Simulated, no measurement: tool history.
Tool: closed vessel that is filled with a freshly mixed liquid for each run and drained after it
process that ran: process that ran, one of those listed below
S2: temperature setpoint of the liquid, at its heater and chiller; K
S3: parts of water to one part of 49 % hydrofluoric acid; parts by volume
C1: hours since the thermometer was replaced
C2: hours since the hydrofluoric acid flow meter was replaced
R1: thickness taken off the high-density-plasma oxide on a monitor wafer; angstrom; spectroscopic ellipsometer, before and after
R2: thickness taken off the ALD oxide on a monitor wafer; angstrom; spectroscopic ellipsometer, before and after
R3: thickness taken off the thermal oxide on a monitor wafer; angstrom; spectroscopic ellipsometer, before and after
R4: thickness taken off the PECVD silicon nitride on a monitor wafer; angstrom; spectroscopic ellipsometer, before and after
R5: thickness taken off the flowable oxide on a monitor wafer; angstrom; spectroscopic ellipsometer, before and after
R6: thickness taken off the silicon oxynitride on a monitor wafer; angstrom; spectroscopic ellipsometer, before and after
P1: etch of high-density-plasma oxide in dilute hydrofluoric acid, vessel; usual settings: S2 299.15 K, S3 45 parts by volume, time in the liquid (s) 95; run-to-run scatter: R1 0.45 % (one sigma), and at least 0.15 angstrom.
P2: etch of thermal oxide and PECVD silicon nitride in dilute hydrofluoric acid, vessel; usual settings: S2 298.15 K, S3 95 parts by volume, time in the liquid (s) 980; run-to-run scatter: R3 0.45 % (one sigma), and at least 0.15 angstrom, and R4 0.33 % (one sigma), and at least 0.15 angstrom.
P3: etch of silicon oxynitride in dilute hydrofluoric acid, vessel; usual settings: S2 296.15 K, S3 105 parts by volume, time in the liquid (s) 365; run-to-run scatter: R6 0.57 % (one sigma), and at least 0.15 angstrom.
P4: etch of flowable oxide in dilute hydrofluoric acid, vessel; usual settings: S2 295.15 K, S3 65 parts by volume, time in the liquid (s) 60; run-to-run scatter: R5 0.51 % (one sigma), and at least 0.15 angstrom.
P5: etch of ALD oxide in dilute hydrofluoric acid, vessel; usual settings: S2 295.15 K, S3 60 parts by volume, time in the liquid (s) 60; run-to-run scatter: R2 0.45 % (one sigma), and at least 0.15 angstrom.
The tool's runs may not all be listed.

Run 1, hour 7.4: process that ran P1, S2 299.15 K, S3 45 parts by volume, time in the liquid (s) 95; C1 519.1; C2 149.5. Result: R1 125.540 angstrom.
Run 2, hour 15.3: process that ran P1, S2 299.15 K, S3 75 parts by volume, time in the liquid (s) 150; C1 527.0; C2 157.4. Result: R1 114.680 angstrom.
Run 3, hour 19.6: process that ran P5, S2 295.15 K, S3 60 parts by volume, time in the liquid (s) 95; C1 531.3; C2 161.7. Result: R2 495.03 angstrom.
Run 4, hour 24.8: process that ran P1, S2 291.65 K, S3 45 parts by volume, time in the liquid (s) 95; C1 536.5; C2 166.9. Result: R1 91.468 angstrom.
Run 5, hour 29.2: process that ran P2, S2 291.15 K, S3 95 parts by volume, time in the liquid (s) 980; C1 540.9; C2 171.3. Result: R3 393.12 angstrom, R4 222.31 angstrom.
Run 6, hour 38.4: process that ran P4, S2 295.15 K, S3 65 parts by volume, time in the liquid (s) 105; C1 550.1; C2 180.5. Result: R5 395.87 angstrom.
Run 7, hour 45.3: process that ran P1, S2 294.65 K, S3 45 parts by volume, time in the liquid (s) 40; C1 557.0; C2 187.4. Result: R1 44.177 angstrom.
Run 8, hour 50.1: process that ran P1, S2 299.15 K, S3 45 parts by volume, time in the liquid (s) 95; C1 561.8; C2 192.2. Result: R1 126.400 angstrom.
Run 9, hour 58.6: process that ran P1, S2 299.15 K, S3 45 parts by volume, time in the liquid (s) 30; C1 570.3; C2 200.7. Result: R1 39.387 angstrom.
Run 10, hour 65.5: process that ran P1, S2 299.15 K, S3 45 parts by volume, time in the liquid (s) 95; C1 577.2; C2 207.6. Result: R1 125.780 angstrom.
Run 11, hour 74.3: process that ran P2, S2 298.15 K, S3 95 parts by volume, time in the liquid (s) 980; C1 586.0; C2 216.4. Result: R3 521.83 angstrom, R4 356.39 angstrom.
Run 12, hour 82.3: process that ran P3, S2 290.65 K, S3 105 parts by volume, time in the liquid (s) 365; C1 594.0; C2 224.4. Result: R6 35.961 angstrom.
Run 13, hour 86.6: process that ran P4, S2 295.15 K, S3 35 parts by volume, time in the liquid (s) 60; C1 598.3; C2 228.7. Result: R5 431.15 angstrom.
Run 14, hour 90.8: process that ran P4, S2 295.15 K, S3 65 parts by volume, time in the liquid (s) 60; C1 602.5; C2 232.9. Result: R5 226.06 angstrom.
Run 15, hour 95.9: process that ran P4, S2 302.65 K, S3 65 parts by volume, time in the liquid (s) 60; C1 607.6; C2 238.0. Result: R5 300.51 angstrom.
Run 16, hour 101.3: process that ran P2, S2 298.15 K, S3 95 parts by volume, time in the liquid (s) 1950; C1 613.0; C2 243.4. Result: R3 1039.50 angstrom, R4 710.84 angstrom.
Run 17, hour 106.6: process that ran P1, S2 299.15 K, S3 45 parts by volume, time in the liquid (s) 95; C1 618.3; C2 248.7. Result: R1 125.510 angstrom.
Run 18, hour 115.7: process that ran P1, S2 299.15 K, S3 45 parts by volume, time in the liquid (s) 180; C1 627.4; C2 257.8. Result: R1 238.200 angstrom.
Run 19, hour 123.4: process that ran P5, S2 295.15 K, S3 60 parts by volume, time in the liquid (s) 60; C1 635.1; C2 265.5. Result: R2 311.92 angstrom.
Run 20, hour 132.3: process that ran P1, S2 304.65 K, S3 45 parts by volume, time in the liquid (s) 95; C1 644.0; C2 274.4. Result: R1 155.420 angstrom.
Run 21, hour 139.2: process that ran P2, S2 298.15 K, S3 20 parts by volume, time in the liquid (s) 980; C1 650.9; C2 281.3. Result: R3 2762.60 angstrom, R4 1642.70 angstrom.
Run 22, hour 148.2: process that ran P3, S2 296.15 K, S3 105 parts by volume, time in the liquid (s) 605; C1 659.9; C2 290.3. Result: R6 77.480 angstrom.
Run 23, hour 153.6: process that ran P5, S2 295.15 K, S3 85 parts by volume, time in the liquid (s) 60; C1 665.3; C2 295.7. Result: R2 212.76 angstrom.
Run 24, hour 161.3: process that ran P1, S2 299.15 K, S3 60 parts by volume, time in the liquid (s) 95; C1 673.0; C2 303.4. Result: R1 92.481 angstrom.
Run 25, hour 166.8: process that ran P5, S2 302.65 K, S3 60 parts by volume, time in the liquid (s) 60; C1 678.5; C2 308.9. Result: R2 420.32 angstrom.
Run 26, hour 175.2: process that ran P3, S2 296.15 K, S3 155 parts by volume, time in the liquid (s) 365; C1 686.9; C2 317.3. Result: R6 30.416 angstrom.
Run 27, hour 184.1: process that ran P4, S2 295.15 K, S3 65 parts by volume, time in the liquid (s) 60; C1 695.8; C2 326.2. Result: R5 222.34 angstrom.
Run 28, hour 190.8: process that ran P2, S2 298.15 K, S3 95 parts by volume, time in the liquid (s) 980; C1 702.5; C2 332.9. Result: R3 520.42 angstrom, R4 357.45 angstrom.
Run 29, hour 196.4: process that ran P3, S2 296.15 K, S3 105 parts by volume, time in the liquid (s) 365; C1 708.1; C2 338.5. Result: R6 46.589 angstrom.
Run 30, hour 200.8: process that ran P1, S2 299.15 K, S3 45 parts by volume, time in the liquid (s) 95; C1 712.5; C2 342.9. Result: R1 126.120 angstrom.
Run 31, hour 208.4: process that ran P1, S2 299.15 K, S3 20 parts by volume, time in the liquid (s) 95; C1 720.1; C2 350.5. Result: R1 294.350 angstrom.
Run 32, hour 213.3: process that ran P1, S2 299.15 K, S3 45 parts by volume, time in the liquid (s) 95; C1 725.0; C2 355.4. Result: R1 125.050 angstrom.
Run 33, hour 219.1: process that ran P1, S2 299.15 K, S3 45 parts by volume, time in the liquid (s) 95; C1 730.8; C2 361.2. Result: R1 128.330 angstrom.
Run 34, hour 225.5: process that ran P1, S2 299.15 K, S3 45 parts by volume, time in the liquid (s) 95; C1 737.2; C2 367.6. Result: R1 132.230 angstrom.
Run 35, hour 231.1: process that ran P1, S2 299.15 K, S3 45 parts by volume, time in the liquid (s) 95; C1 742.8; C2 373.2. Result: R1 132.300 angstrom.
Run 36, hour 236.8: process that ran P1, S2 299.15 K, S3 45 parts by volume, time in the liquid (s) 95; C1 748.5; C2 378.9. Result: R1 133.350 angstrom.
Run 37, hour 241.6: process that ran P1, S2 299.15 K, S3 45 parts by volume, time in the liquid (s) 95; C1 753.3; C2 383.7. Result: R1 133.990 angstrom.
Run 38, hour 246.2: process that ran P1, S2 299.15 K, S3 45 parts by volume, time in the liquid (s) 95; C1 757.9; C2 388.3. Result: R1 134.940 angstrom.
Run 39, hour 252.4: process that ran P1, S2 299.15 K, S3 45 parts by volume, time in the liquid (s) 95; C1 764.1; C2 394.5. Result: R1 136.260 angstrom.
Run 40, hour 259.6: process that ran P1, S2 299.15 K, S3 45 parts by volume, time in the liquid (s) 95; C1 771.3; C2 401.7. Result: R1 134.400 angstrom.
Run 41, hour 265.8: process that ran P1, S2 299.15 K, S3 45 parts by volume, time in the liquid (s) 95; C1 777.5; C2 407.9. Result: R1 135.320 angstrom.
Run 42, hour 273.8: process that ran P1, S2 299.15 K, S3 45 parts by volume, time in the liquid (s) 95; C1 785.5; C2 415.9. Result: R1 135.270 angstrom.

What P1 gives has crept away from where it was. These 2 causes fit the log equally well, each at the size given:
A: liquid hotter than its thermometer reads (K) = 1.81
B: hydrofluoric acid flow above the setpoint (%) = 7.13
The creep began at about hour 213.3.

4 check runs are offered, one wafer each, their results left as question marks. Which one tells the causes apart?
Run check 1, hour 281.8: process that ran P4, S2 295.15 K, S3 65 parts by volume, time in the liquid (s) 60. Result: R5 ?.
Run check 2, hour 281.8: process that ran P3, S2 296.15 K, S3 105 parts by volume, time in the liquid (s) 365. Result: R6 ?.
Run check 3, hour 281.8: process that ran P5, S2 295.15 K, S3 60 parts by volume, time in the liquid (s) 60. Result: R2 ?.
Run check 4, hour 281.8: process that ran P2, S2 298.15 K, S3 95 parts by volume, time in the liquid (s) 980. Result: R3 ?, R4 ?.

What each check would give under each cause:
  check  result    if A    if B
check 1      R5  241.32  241.32
check 2      R6  50.792  50.245
check 3      R2  335.38  335.12
check 4      R3  559.63  563.08
check 4      R4  402.75  383.25
How far apart the two closest causes lie, in the result that separates them most: check 1 0 %; check 2 1.08 %; check 3 0.08 %; check 4 4.96 %
Check 4 tells the causes apart: in the others they would give nearly the same result.

Then check 4 was run and gave: R3 566.54 angstrom; R4 383.62 angstrom. Which cause is it?

It is B: hydrofluoric acid flow above the setpoint (%).

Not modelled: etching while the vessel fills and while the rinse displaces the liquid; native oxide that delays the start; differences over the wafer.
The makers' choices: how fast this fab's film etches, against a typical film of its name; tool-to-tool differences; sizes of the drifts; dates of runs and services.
